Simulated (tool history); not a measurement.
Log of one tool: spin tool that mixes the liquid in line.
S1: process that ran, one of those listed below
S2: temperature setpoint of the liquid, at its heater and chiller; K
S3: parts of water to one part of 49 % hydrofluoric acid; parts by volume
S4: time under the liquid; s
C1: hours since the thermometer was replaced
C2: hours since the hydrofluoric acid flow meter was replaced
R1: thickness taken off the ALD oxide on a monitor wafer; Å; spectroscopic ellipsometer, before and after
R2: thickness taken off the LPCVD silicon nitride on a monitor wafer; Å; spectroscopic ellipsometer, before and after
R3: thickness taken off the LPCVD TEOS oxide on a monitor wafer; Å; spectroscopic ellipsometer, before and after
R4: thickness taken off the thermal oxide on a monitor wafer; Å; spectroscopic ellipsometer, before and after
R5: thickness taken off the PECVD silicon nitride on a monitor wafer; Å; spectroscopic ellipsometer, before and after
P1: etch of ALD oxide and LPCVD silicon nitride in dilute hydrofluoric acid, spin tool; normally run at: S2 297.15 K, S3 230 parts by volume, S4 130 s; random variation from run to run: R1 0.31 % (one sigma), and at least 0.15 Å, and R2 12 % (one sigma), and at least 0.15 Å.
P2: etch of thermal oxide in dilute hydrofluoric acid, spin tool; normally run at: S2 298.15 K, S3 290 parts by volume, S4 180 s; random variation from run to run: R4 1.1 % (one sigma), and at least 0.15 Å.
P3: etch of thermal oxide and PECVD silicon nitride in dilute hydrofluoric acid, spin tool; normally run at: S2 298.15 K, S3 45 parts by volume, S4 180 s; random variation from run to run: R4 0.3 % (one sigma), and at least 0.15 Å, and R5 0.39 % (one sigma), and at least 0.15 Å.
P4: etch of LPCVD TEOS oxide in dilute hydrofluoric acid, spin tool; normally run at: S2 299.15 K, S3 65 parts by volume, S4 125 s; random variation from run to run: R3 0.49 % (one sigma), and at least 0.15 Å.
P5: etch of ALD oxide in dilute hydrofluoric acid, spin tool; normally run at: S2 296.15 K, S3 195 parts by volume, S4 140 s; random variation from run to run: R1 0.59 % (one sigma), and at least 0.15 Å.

run 1 hour=2.6 | S1=P1 S2=297.15 S3=230 S4=130 | C1=1020.7 C2=227.4 | R1=144.01 R2=2.1901
run 2 hour=4.8 | S1=P4 S2=303.15 S3=65 S4=125 | C1=1022.9 C2=229.6 | R3=436.25
run 3 hour=8.5 | S1=P5 S2=296.15 S3=295 S4=140 | C1=1026.6 C2=233.3 | R1=37.236
run 4 hour=12.5 | S1=P1 S2=297.15 S3=230 S4=130 | C1=1030.6 C2=237.3 | R1=144.46 R2=1.8659
run 5 hour=14.6 | S1=P1 S2=297.15 S3=230 S4=130 | C1=1032.7 C2=239.4 | R1=143.46 R2=1.8757
run 6 hour=18.4 | S1=P1 S2=297.15 S3=230 S4=130 | C1=1036.5 C2=243.2 | R1=143.25 R2=2.1545
run 7 hour=20.8 | S1=P1 S2=297.15 S3=355 S4=130 | C1=1038.9 C2=245.6 | R1=83.2 R2=1.4773
run 8 hour=23.1 | S1=P3 S2=298.15 S3=45 S4=280 | C1=1041.2 C2=247.9 | R4=321.53 R5=329.38
run 9 hour=25.8 | S1=P3 S2=298.15 S3=60 S4=180 | C1=1043.9 C2=250.6 | R4=153.44 R5=157.94
run 10 hour=29.5 | S1=P1 S2=297.15 S3=230 S4=260 | C1=1047.6 C2=254.3 | R1=286.43 R2=4.7676
run 11 hour=34 | S1=P2 S2=292.15 S3=290 S4=180 | C1=1052.1 C2=258.8 | R4=19.795
-- hour=35.5 hydrofluoric acid flow meter replaced
run 12 hour=37.4 | S1=P1 S2=297.15 S3=230 S4=70 | C1=1055.5 C2=2 | R1=77.382 R2=1.3904
run 13 hour=41.5 | S1=P1 S2=297.15 S3=230 S4=130 | C1=1059.6 C2=6.1 | R1=143.85 R2=2.6686
run 14 hour=44.8 | S1=P2 S2=298.15 S3=290 S4=310 | C1=1062.9 C2=9.4 | R4=42.416
run 15 hour=47.5 | S1=P2 S2=298.15 S3=515 S4=180 | C1=1065.6 C2=12.1 | R4=11
run 16 hour=50.7 | S1=P5 S2=296.15 S3=195 S4=65 | C1=1068.8 C2=15.3 | R1=28.876
run 17 hour=53.6 | S1=P1 S2=297.15 S3=150 S4=190 | C1=1071.7 C2=18.2 | R1=350.2 R2=4.7262
run 18 hour=57.3 | S1=P4 S2=299.15 S3=30 S4=125 | C1=1075.4 C2=21.9 | R3=843.39
run 19 hour=61.7 | S1=P1 S2=297.15 S3=125 S4=130 | C1=1079.8 C2=26.3 | R1=297.82 R2=4.5945
run 20 hour=64.9 | S1=P2 S2=298.15 S3=290 S4=180 | C1=1083 C2=29.5 | R4=24.525
run 21 hour=67.4 | S1=P1 S2=301.15 S3=230 S4=130 | C1=1085.5 C2=32 | R1=164.78 R2=3.0172
run 22 hour=69.4 | S1=P5 S2=296.15 S3=195 S4=140 | C1=1087.5 C2=34 | R1=62.744
run 23 hour=73.1 | S1=P1 S2=297.15 S3=230 S4=130 | C1=1091.2 C2=37.7 | R1=144.09 R2=2.3183
run 24 hour=75.4 | S1=P1 S2=297.15 S3=230 S4=130 | C1=1093.5 C2=40 | R1=144.34 R2=1.9698
run 25 hour=79.3 | S1=P3 S2=291.15 S3=45 S4=180 | C1=1097.4 C2=43.9 | R4=154.58 R5=129.72
run 26 hour=82.2 | S1=P4 S2=299.15 S3=65 S4=20 | C1=1100.3 C2=46.8 | R3=59.97
run 27 hour=84.2 | S1=P5 S2=291.65 S3=195 S4=140 | C1=1102.3 C2=48.8 | R1=52.023
run 28 hour=87.5 | S1=P2 S2=298.15 S3=290 S4=180 | C1=1105.6 C2=52.1 | R4=24.338
run 29 hour=91.9 | S1=P1 S2=292.65 S3=230 S4=130 | C1=1110 C2=56.5 | R1=121.41 R2=2.3747
run 30 hour=96.3 | S1=P4 S2=299.15 S3=65 S4=125 | C1=1114.4 C2=60.9 | R3=372.13
run 31 hour=99.5 | S1=P3 S2=298.15 S3=45 S4=180 | C1=1117.6 C2=64.1 | R4=207.12 R5=208.73
run 32 hour=103.2 | S1=P1 S2=297.15 S3=230 S4=130 | C1=1121.3 C2=67.8 | R1=143.45 R2=2.0213
run 33 hour=107 | S1=P1 S2=297.15 S3=230 S4=130 | C1=1125.1 C2=71.6 | R1=140.03 R2=2.6198
run 34 hour=110.8 | S1=P1 S2=297.15 S3=230 S4=130 | C1=1128.9 C2=75.4 | R1=138.39 R2=2.5211
run 35 hour=114.1 | S1=P1 S2=297.15 S3=230 S4=130 | C1=1132.2 C2=78.7 | R1=138.47 R2=2.2802
run 36 hour=118.4 | S1=P1 S2=297.15 S3=230 S4=130 | C1=1136.5 C2=83 | R1=137.99 R2=1.8531
run 37 hour=121.7 | S1=P1 S2=297.15 S3=230 S4=130 | C1=1139.8 C2=86.3 | R1=136.73 R2=1.8911
run 38 hour=123.9 | S1=P1 S2=297.15 S3=230 S4=130 | C1=1142 C2=88.5 | R1=137.7 R2=2.5505
run 39 hour=126.5 | S1=P1 S2=297.15 S3=230 S4=130 | C1=1144.6 C2=91.1 | R1=137.11 R2=2.1603
run 40 hour=129.7 | S1=P1 S2=297.15 S3=230 S4=130 | C1=1147.8 C2=94.3 | R1=137.08 R2=2.2234
run 41 hour=132.8 | S1=P1 S2=297.15 S3=230 S4=130 | C1=1150.9 C2=97.4 | R1=135.89 R2=2.4286
run 42 hour=135.5 | S1=P1 S2=297.15 S3=230 S4=130 | C1=1153.6 C2=100.1 | R1=136.26 R2=1.8994

What P1 gives has crept away from where it was. These 2 causes fit the log equally well, each at the size given:
A: hydrofluoric acid flow below the setpoint (%) = 4.03
B: liquid colder than its thermometer reads (K) = 1.4
The creep began at about hour 103.2.

4 check runs are offered, one wafer each, their results left as question marks. Which one tells the causes apart?
run check 1 hour=138.2 | S1=P2 S2=298.15 S3=290 S4=180 | R4=?
run check 2 hour=138.2 | S1=P4 S2=299.15 S3=65 S4=125 | R3=?
run check 3 hour=138.2 | S1=P5 S2=296.15 S3=195 S4=140 | R1=?
run check 4 hour=138.2 | S1=P3 S2=298.15 S3=45 S4=180 | R4=? R5=?

What each check would give under each cause:
check=check_1 result=R4 if_A=23.267 if_B=23.373
check=check_2 result=R3 if_A=355.28 if_B=351.23
check=check_3 result=R1 if_A=59.333 if_B=59.147
check=check_4 result=R4 if_A=198.8 if_B=196.04
check=check_4 result=R5 if_A=201.76 if_B=191.12
How far apart the two closest causes lie, in the result that separates them most: check 1 0.46 %; check 2 1.15 %; check 3 0.31 %; check 4 5.42 %
Only check 4 tells the causes apart: in the others they would give nearly the same result.

Check 4 was then run and gave: R4 198.33 Å; R5 200.4 Å. Which cause is it?

It is A: hydrofluoric acid flow below the setpoint (%).
